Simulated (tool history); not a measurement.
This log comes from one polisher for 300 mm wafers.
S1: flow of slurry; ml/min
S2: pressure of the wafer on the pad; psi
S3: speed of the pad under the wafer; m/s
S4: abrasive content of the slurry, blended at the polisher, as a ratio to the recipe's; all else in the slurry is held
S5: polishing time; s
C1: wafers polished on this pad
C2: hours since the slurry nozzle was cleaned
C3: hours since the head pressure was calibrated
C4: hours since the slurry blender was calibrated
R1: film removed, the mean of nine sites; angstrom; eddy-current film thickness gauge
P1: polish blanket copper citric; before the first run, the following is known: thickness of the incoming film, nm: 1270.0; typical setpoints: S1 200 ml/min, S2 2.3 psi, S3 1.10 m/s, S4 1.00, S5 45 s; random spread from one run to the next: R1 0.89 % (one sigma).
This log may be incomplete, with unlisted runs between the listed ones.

| run | hour | S1 | S2 | S3 | S4 | S5 | C1 | C2 | C3 | C4 | R1 |
|---|---|---|---|---|---|---|---|---|---|---|---|
| 1 | 8.8 | 200 | 2.3 | 1.10 | 1.00 | 45 | 533 | 101.3 | 562.5 | 274.2 | 948.46 |
| 2 | 15.5 | 200 | 2.3 | 1.10 | 1.00 | 45 | 593 | 108.0 | 569.2 | 280.9 | 960.30 |
| 3 | 23.9 | 200 | 2.3 | 1.10 | 0.75 | 45 | 667 | 116.4 | 577.6 | 289.3 | 890.30 |
| 4 | 32.3 | 200 | 2.3 | 1.10 | 1.00 | 24 | 742 | 124.8 | 586.0 | 297.7 | 505.04 |
| 5 | 36.9 | 200 | 3.6 | 1.10 | 1.00 | 45 | 783 | 129.4 | 590.6 | 302.3 | 1454.60 |
| 6 | 45.4 | 200 | 2.3 | 1.10 | 1.00 | 45 | 858 | 137.9 | 599.1 | 310.8 | 947.29 |
| 7 | 50.5 | 200 | 2.3 | 1.70 | 1.00 | 45 | 903 | 143.0 | 604.2 | 315.9 | 1441.70 |
| 8 | 56.1 | 200 | 2.3 | 1.10 | 1.00 | 45 | 953 | 148.6 | 609.8 | 321.5 | 965.67 |
| 9 | 61.8 | 200 | 2.3 | 1.10 | 0.65 | 25 | 1004 | 154.3 | 615.5 | 327.2 | 483.48 |
| 10 | 67.6 | 200 | 2.3 | 1.10 | 1.00 | 63 | 1055 | 160.1 | 621.3 | 333.0 | 1349.80 |
| 11 | 73.2 | 200 | 2.3 | 0.54 | 1.00 | 45 | 1105 | 165.7 | 626.9 | 338.6 | 479.92 |
| 12 | 79.0 | 200 | 1.0 | 1.10 | 1.00 | 45 | 1156 | 171.5 | 632.7 | 344.4 | 429.21 |
| 13 | 86.4 | 305 | 2.3 | 1.10 | 1.00 | 45 | 1222 | 178.9 | 640.1 | 351.8 | 995.00 |
| 14 | 91.1 | 200 | 2.3 | 1.42 | 1.35 | 45 | 1264 | 183.6 | 644.8 | 356.5 | 1310.20 |
| 15 | 99.7 | 200 | 2.3 | 1.10 | 1.00 | 45 | 1340 | 192.2 | 653.4 | 365.1 | 948.26 |
| 16 | 108.3 | 200 | 2.3 | 1.10 | 1.45 | 45 | 1417 | 200.8 | 662.0 | 373.7 | 1021.30 |
|  | 111.8 | head pressure recalibrated |
| 17 | 112.6 | 200 | 2.3 | 1.42 | 1.35 | 45 | 1455 | 205.1 | 0.9 | 378.0 | 1305.80 |
| 18 | 120.1 | 120 | 2.3 | 1.10 | 1.00 | 45 | 1522 | 212.6 | 8.4 | 385.5 | 858.80 |
| 19 | 124.1 | 200 | 2.3 | 1.10 | 1.00 | 45 | 1557 | 216.6 | 12.4 | 389.5 | 943.56 |
| 20 | 129.2 | 200 | 2.3 | 1.10 | 1.00 | 45 | 1602 | 221.7 | 17.5 | 394.6 | 957.06 |
| 21 | 135.3 | 200 | 2.3 | 1.10 | 1.00 | 45 | 1657 | 227.8 | 23.6 | 400.7 | 962.19 |
| 22 | 143.1 | 200 | 2.3 | 1.10 | 1.00 | 45 | 1726 | 235.6 | 31.4 | 408.5 | 912.03 |
| 23 | 148.1 | 200 | 2.3 | 1.10 | 1.00 | 45 | 1770 | 240.6 | 36.4 | 413.5 | 942.31 |
| 24 | 154.4 | 200 | 2.3 | 1.10 | 1.00 | 45 | 1826 | 246.9 | 42.7 | 419.8 | 929.57 |
| 25 | 160.8 | 200 | 2.3 | 1.10 | 1.00 | 45 | 1883 | 253.3 | 49.1 | 426.2 | 925.16 |
|  | 161.0 | slurry blender recalibrated |
|  | 166.1 | worn pad replaced by a new one |
| 26 | 168.3 | 200 | 2.3 | 1.10 | 1.00 | 45 | 19 | 260.8 | 56.6 | 7.4 | 900.89 |
| 27 | 175.4 | 200 | 2.3 | 1.10 | 1.00 | 45 | 82 | 267.9 | 63.7 | 14.5 | 904.67 |
| 28 | 181.9 | 200 | 2.3 | 1.10 | 1.00 | 45 | 140 | 274.4 | 70.2 | 21.0 | 900.65 |
| 29 | 189.0 | 200 | 2.3 | 1.10 | 1.00 | 45 | 203 | 281.5 | 77.3 | 28.1 | 903.90 |
| 30 | 195.1 | 200 | 2.3 | 1.10 | 1.00 | 45 | 257 | 287.6 | 83.4 | 34.2 | 903.00 |
| 31 | 201.0 | 200 | 2.3 | 1.10 | 1.00 | 45 | 310 | 293.5 | 89.3 | 40.1 | 905.10 |

The output of P1 has drifted from where it used to be. Each of the 2 causes below, taken at the size shown beside it, accounts for the log equally well:
A: slurry flow missing at the pad, % = 29.6
B: head's pressure below its setpoint, % = 5.5
Creep in the process output first set in at about hour 129.2.
Ruled out, with reasons:
removal rate lost through wear of the pad, %: work on it at hour 166.1, done after the drift set in, did not restore what the process gave before
abrasive missing from the slurry, %: work on it at hour 161.0, done after the drift set in, did not restore what the process gave before

The list below offers 4 check runs, each averaging the results of 5 wafers, and shows each result as a question mark. For which of them would the listed causes give clearly different results?
| check 1 | 206.9 | 200 | 2.3 | 1.10 | 1.40 | 45 |  |  |  |  | ? |
| check 2 | 206.9 | 120 | 2.3 | 0.68 | 1.00 | 45 |  |  |  |  | ? |
| check 3 | 206.9 | 200 | 1.1 | 1.10 | 1.00 | 45 |  |  |  |  | ? |
| check 4 | 206.9 | 240 | 2.3 | 1.10 | 1.00 | 45 |  |  |  |  | ? |

What each check would give under each cause:
| check | result | if A | if B |
|---|---|---|---|
| check 1 | R1 | 970.21 | 970.09 |
| check 2 | R1 | 503.65 | 520.61 |
| check 3 | R1 | 444.48 | 445.17 |
| check 4 | R1 | 929.52 | 921.46 |
Per check, the gap between the least separated pair of causes, taken in the result that splits them most: check 1 0.01 %; check 2 3.31 %; check 3 0.16 %; check 4 0.87 %
Of the check runs offered, only check 2 discriminates between the causes; the rest would read about the same regardless of which cause applies.

Running check 2 produced the following: R1 502.33 angstrom. Which one of the listed causes fits?

The correct cause is A, namely: slurry flow missing at the pad, %.
